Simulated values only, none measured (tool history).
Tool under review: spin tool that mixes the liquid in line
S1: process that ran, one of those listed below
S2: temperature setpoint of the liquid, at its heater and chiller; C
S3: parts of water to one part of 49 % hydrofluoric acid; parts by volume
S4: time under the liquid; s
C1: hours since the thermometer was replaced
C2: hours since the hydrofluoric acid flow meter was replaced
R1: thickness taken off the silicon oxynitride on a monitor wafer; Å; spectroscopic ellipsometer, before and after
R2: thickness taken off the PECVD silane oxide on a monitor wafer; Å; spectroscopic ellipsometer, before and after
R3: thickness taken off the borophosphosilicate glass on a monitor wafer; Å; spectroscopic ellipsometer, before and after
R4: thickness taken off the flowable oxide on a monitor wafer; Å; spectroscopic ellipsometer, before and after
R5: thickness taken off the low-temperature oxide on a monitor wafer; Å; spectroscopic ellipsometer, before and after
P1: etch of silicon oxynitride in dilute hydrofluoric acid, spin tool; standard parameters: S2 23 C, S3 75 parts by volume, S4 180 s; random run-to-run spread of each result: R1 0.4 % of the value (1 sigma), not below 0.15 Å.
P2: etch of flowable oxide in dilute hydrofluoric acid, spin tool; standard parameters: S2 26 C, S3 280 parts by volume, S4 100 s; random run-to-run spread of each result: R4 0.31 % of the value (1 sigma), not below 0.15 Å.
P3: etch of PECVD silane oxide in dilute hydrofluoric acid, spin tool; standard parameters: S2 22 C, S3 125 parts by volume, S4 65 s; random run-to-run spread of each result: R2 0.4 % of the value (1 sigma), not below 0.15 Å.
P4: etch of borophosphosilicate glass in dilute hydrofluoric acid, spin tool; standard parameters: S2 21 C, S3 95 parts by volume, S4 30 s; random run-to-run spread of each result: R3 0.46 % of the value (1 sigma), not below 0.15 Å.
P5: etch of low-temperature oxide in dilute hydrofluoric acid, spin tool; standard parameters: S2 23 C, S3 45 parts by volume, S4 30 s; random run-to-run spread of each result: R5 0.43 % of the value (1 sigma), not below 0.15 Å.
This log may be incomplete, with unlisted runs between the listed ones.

run,hour,S1,S2,S3,S4,C1,C2,R1,R2,R3,R4,R5
1,9.1,P1,23,75,180,853.3,814.5,50.934,,,,
2,15.7,P3,22,25,65,859.9,821.1,,952.91,,,
3,20.1,P4,21,95,15,864.3,825.5,,,117.68,,
4,25.9,P4,17,95,30,870.1,831.3,,,200.09,,
5,32.1,P1,17,75,180,876.3,837.5,38.078,,,,
6,40.9,P4,21,95,30,885.1,846.3,,,234.98,,
7,49.6,P1,23,75,180,893.8,855,51.163,,,,
8,54.1,P1,23,75,180,898.3,859.5,51.013,,,,
9,58.4,P2,33.5,280,100,902.6,863.8,,,,176.89,
10,66.9,P2,26,280,100,911.1,872.3,,,,139.2,
# hour 68.2: hydrofluoric acid flow meter replaced
11,74.5,P5,23,45,30,918.7,6.4,,,,,81.629
12,79,P1,23,75,15,923.2,10.9,4.3864,,,,
13,85.5,P5,23,45,30,929.7,17.4,,,,,81.513
14,94.1,P1,23,20,180,938.3,26,198.89,,,,
15,99.7,P2,26,95,100,943.9,31.6,,,,505.91,
16,106.9,P2,26,280,100,951.1,38.8,,,,138.31,
17,111.5,P1,17,20,180,955.7,43.4,146.44,,,,
18,120.3,P1,23,75,180,964.5,52.2,50.731,,,,
# hour 122.7: thermometer replaced
19,128.3,P5,23,45,45,5.7,60.2,,,,,122.64
20,133.1,P3,22,125,65,10.5,65,,169.15,,,
21,141.7,P1,28,75,180,19.1,73.6,64.859,,,,
22,147.4,P4,21,30,30,24.8,79.3,,,810.63,,
23,151.7,P2,26,280,185,29.1,83.6,,,,257.64,
24,158.9,P5,17,45,30,36.3,90.8,,,,,63.372
25,166.1,P5,23,75,30,43.5,98,,,,,47.265
26,172.7,P3,22,125,65,50.1,104.6,,170.91,,,
27,178.6,P3,28.5,125,65,56,110.5,,219.1,,,
28,185.7,P3,22,125,15,63.1,117.6,,39.351,,,
29,190.6,P1,23,130,180,68,122.5,28.541,,,,
30,198.5,P1,23,75,180,75.9,130.4,50.946,,,,
31,205.2,P1,23,75,265,82.6,137.1,74.463,,,,
32,214.8,P1,23,75,180,92.2,146.7,50.958,,,,
33,221.7,P1,23,75,180,99.1,153.6,49.563,,,,
34,229.8,P1,23,75,180,107.2,161.7,48.683,,,,
35,235,P1,23,75,180,112.4,166.9,48.432,,,,
36,239.3,P1,23,75,180,116.7,171.2,48.016,,,,
37,245.1,P1,23,75,180,122.5,177,47.753,,,,
38,251.4,P1,23,75,180,128.8,183.3,47.178,,,,
39,258.8,P1,23,75,180,136.2,190.7,47.48,,,,
40,265.2,P1,23,75,180,142.6,197.1,47.347,,,,

The log shows P1 creeping away from where it was. Any of the 2 causes listed here, at the size stated for it, fits the log just as well as the others:
A: hydrofluoric acid flow below the setpoint (%) = 6.73
B: liquid colder than its thermometer reads (K) = 1.53
The process output started creeping at around hour 214.8.

Question marks stand in for the results of the 4 check runs listed below, each run on one wafer. Under which run would the listed causes show clearly different results?
check 1,271.6,P4,21,55,15,,,,,?,,
check 2,271.6,P5,17.5,65,30,,,,,,,?
check 3,271.6,P3,22,40,30,,,,?,,,
check 4,271.6,P2,33,280,100,,,,,,?,

Predicted outcomes, by check and by cause:
check,result,if A,if B
check 1,R3,198.56,200.53
check 2,R5,40.613,40.972
check 3,R2,252.44,254.62
check 4,R4,158.8,166.09
Gap, in per cent, between the two causes that each check separates least, read from the result that separates them most: check 1 0.99 %; check 2 0.88 %; check 3 0.86 %; check 4 4.49 %
Check 4 is the one run that separates the causes; every other check would come out nearly the same whichever cause is at work.

Check 4 was then run and gave: R4 159.31 Å. Which cause is it?

It is A: hydrofluoric acid flow below the setpoint (%).
